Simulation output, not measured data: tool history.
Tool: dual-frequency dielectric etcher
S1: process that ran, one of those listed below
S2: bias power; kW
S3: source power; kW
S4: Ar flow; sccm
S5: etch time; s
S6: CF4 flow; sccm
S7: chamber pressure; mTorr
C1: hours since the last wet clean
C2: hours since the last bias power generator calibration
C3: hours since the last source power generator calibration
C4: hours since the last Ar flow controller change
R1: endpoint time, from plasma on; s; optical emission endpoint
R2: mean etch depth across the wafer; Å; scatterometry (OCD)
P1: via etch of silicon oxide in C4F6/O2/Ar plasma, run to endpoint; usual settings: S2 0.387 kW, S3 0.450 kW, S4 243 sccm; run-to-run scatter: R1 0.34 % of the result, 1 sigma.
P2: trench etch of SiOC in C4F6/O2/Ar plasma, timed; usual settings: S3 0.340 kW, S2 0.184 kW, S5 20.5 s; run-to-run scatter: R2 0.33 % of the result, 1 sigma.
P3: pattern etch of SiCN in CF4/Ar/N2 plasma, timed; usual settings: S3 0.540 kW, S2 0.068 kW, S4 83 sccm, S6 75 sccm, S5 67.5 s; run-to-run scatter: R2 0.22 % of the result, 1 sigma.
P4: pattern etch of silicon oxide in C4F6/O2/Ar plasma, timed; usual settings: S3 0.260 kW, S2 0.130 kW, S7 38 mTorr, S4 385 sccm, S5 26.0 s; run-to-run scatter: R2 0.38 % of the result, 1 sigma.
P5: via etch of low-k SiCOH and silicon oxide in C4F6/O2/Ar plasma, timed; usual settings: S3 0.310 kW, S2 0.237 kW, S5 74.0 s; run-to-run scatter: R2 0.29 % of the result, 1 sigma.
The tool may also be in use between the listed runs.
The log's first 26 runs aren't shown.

{"run": 27, "hour": 232.7, "S1": "P3", "S2": 0.094, "S3": 0.54, "S4": 83, "S5": 67.5, "S6": 75, "C1": 186.0, "C2": 863.0, "C3": 2620.2, "C4": 4467.6, "R2": 765.0}
{"run": 28, "hour": 240.1, "S1": "P3", "S2": 0.068, "S3": 0.54, "S4": 83, "S5": 67.5, "S6": 51, "C1": 193.4, "C2": 870.4, "C3": 2627.6, "C4": 4475.0, "R2": 647.8}
{"run": 29, "hour": 251.9, "S1": "P1", "S2": 0.387, "S3": 0.56, "S4": 243, "C1": 205.2, "C2": 882.2, "C3": 2639.4, "C4": 4486.8, "R1": 31.796}
{"run": 30, "hour": 260.2, "S1": "P4", "S2": 0.13, "S3": 0.26, "S4": 385, "S5": 15.0, "S7": 38, "C1": 213.5, "C2": 890.5, "C3": 2647.7, "C4": 4495.1, "R2": 339.14}
{"run": 31, "hour": 271.8, "S1": "P3", "S2": 0.068, "S3": 0.54, "S4": 63, "S5": 67.5, "S6": 75, "C1": 225.1, "C2": 902.1, "C3": 2659.3, "C4": 4506.7, "R2": 713.77}
{"run": 32, "hour": 279.7, "S1": "P4", "S2": 0.13, "S3": 0.26, "S4": 385, "S5": 26.0, "S7": 38, "C1": 233.0, "C2": 910.0, "C3": 2667.2, "C4": 4514.6, "R2": 592.07}
{"run": 33, "hour": 289.2, "S1": "P4", "S2": 0.13, "S3": 0.26, "S4": 482, "S5": 26.0, "S7": 38, "C1": 242.5, "C2": 919.5, "C3": 2676.7, "C4": 4524.1, "R2": 572.78}
{"run": 34, "hour": 300.2, "S1": "P1", "S2": 0.387, "S3": 0.45, "S4": 243, "C1": 253.5, "C2": 930.5, "C3": 2687.7, "C4": 4535.1, "R1": 34.434}
{"run": 35, "hour": 312.2, "S1": "P1", "S2": 0.387, "S3": 0.45, "S4": 243, "C1": 265.5, "C2": 942.5, "C3": 2699.7, "C4": 4547.1, "R1": 34.45}
{"run": 36, "hour": 321.9, "S1": "P1", "S2": 0.387, "S3": 0.45, "S4": 243, "C1": 275.2, "C2": 952.2, "C3": 2709.4, "C4": 4556.8, "R1": 34.508}
{"run": 37, "hour": 332.0, "S1": "P1", "S2": 0.387, "S3": 0.45, "S4": 243, "C1": 285.3, "C2": 962.3, "C3": 2719.5, "C4": 4566.9, "R1": 34.819}
{"run": 38, "hour": 340.0, "S1": "P1", "S2": 0.387, "S3": 0.45, "S4": 243, "C1": 293.3, "C2": 970.3, "C3": 2727.5, "C4": 4574.9, "R1": 34.757}
{"run": 39, "hour": 348.3, "S1": "P1", "S2": 0.387, "S3": 0.45, "S4": 243, "C1": 301.6, "C2": 978.6, "C3": 2735.8, "C4": 4583.2, "R1": 34.958}
{"run": 40, "hour": 358.8, "S1": "P1", "S2": 0.387, "S3": 0.45, "S4": 243, "C1": 312.1, "C2": 989.1, "C3": 2746.3, "C4": 4593.7, "R1": 34.942}
{"run": 41, "hour": 368.8, "S1": "P1", "S2": 0.387, "S3": 0.45, "S4": 243, "C1": 322.1, "C2": 999.1, "C3": 2756.3, "C4": 4603.7, "R1": 35.045}
{"hour": 369.0, "done": "wet clean of the chamber"}
{"run": 42, "hour": 379.9, "S1": "P1", "S2": 0.387, "S3": 0.45, "S4": 243, "C1": 10.9, "C2": 1010.2, "C3": 2767.4, "C4": 4614.8, "R1": 34.987}

Run 43 comes next. What will it give?
{"run": 43, "hour": 385.6, "S1": "P1", "S2": 0.387, "S3": 0.45, "S4": 243, "C1": 16.6, "C2": 1015.9, "C3": 2773.1, "C4": 4620.5, "R1": "?"}

{"run 43": {"R1": 34.878}}
